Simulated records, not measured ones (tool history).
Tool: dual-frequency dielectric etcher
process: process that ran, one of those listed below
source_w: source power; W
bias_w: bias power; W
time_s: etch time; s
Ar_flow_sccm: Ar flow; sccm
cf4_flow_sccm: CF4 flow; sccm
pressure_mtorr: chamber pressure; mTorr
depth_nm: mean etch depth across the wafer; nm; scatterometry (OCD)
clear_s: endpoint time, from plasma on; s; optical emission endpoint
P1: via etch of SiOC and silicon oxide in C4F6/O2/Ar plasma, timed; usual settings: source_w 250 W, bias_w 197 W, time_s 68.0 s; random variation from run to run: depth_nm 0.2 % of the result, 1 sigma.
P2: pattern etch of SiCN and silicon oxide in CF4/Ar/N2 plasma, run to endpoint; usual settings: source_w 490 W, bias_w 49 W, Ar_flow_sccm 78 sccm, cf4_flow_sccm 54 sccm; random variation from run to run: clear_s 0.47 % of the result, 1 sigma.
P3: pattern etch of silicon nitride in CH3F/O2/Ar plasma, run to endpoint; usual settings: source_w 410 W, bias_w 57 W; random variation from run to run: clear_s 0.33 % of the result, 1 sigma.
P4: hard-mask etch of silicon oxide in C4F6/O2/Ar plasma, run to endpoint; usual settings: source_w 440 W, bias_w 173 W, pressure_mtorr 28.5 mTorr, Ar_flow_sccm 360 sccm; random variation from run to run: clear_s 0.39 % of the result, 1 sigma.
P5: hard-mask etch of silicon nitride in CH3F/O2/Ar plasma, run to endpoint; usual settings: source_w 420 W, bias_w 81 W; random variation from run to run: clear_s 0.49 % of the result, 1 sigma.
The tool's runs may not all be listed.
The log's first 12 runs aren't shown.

run	hour	process	source_w	bias_w	time_s	Ar_flow_sccm	cf4_flow_sccm	pressure_mtorr	depth_nm	clear_s
13	97.9	P5	300	81						69.540
14	104.1	P5	420	81						60.706
15	113.2	P3	260	57						109.070
16	119.7	P1	250	197	68.0				67.064	
17	126.2	P1	250	239	40.5				42.876	
18	131.6	P4	440	173		360		39.0		84.533
19	136.4	P3	410	57						90.845
20	141.2	P1	250	261	92.5				100.510	
21	149.3	P2	490	49		56	54			20.186
22	154.0	P4	440	102		360		28.5		94.561
23	158.4	P1	290	270	68.0				79.151	
24	164.9	P4	440	173		360		28.5		81.218
25	169.0	P5	420	58						68.102
26	176.5	P4	440	173		360		28.5		81.856
27	182.8	P1	320	197	68.0				74.004	
28	190.2	P1	250	197	68.0				67.148	
29	197.1	P2	590	49		78	54			17.850
30	203.5	P1	200	197	68.0				61.571	
31	210.9	P1	250	197	68.0				67.106	
32	215.5	P4	440	173		261		28.5		78.532
33	222.4	P1	250	264	68.0				74.456	

Forecast run 34:
34	226.8	P1	250	197	68.0				?	

{"run 34": {"depth_nm": 67.07}}
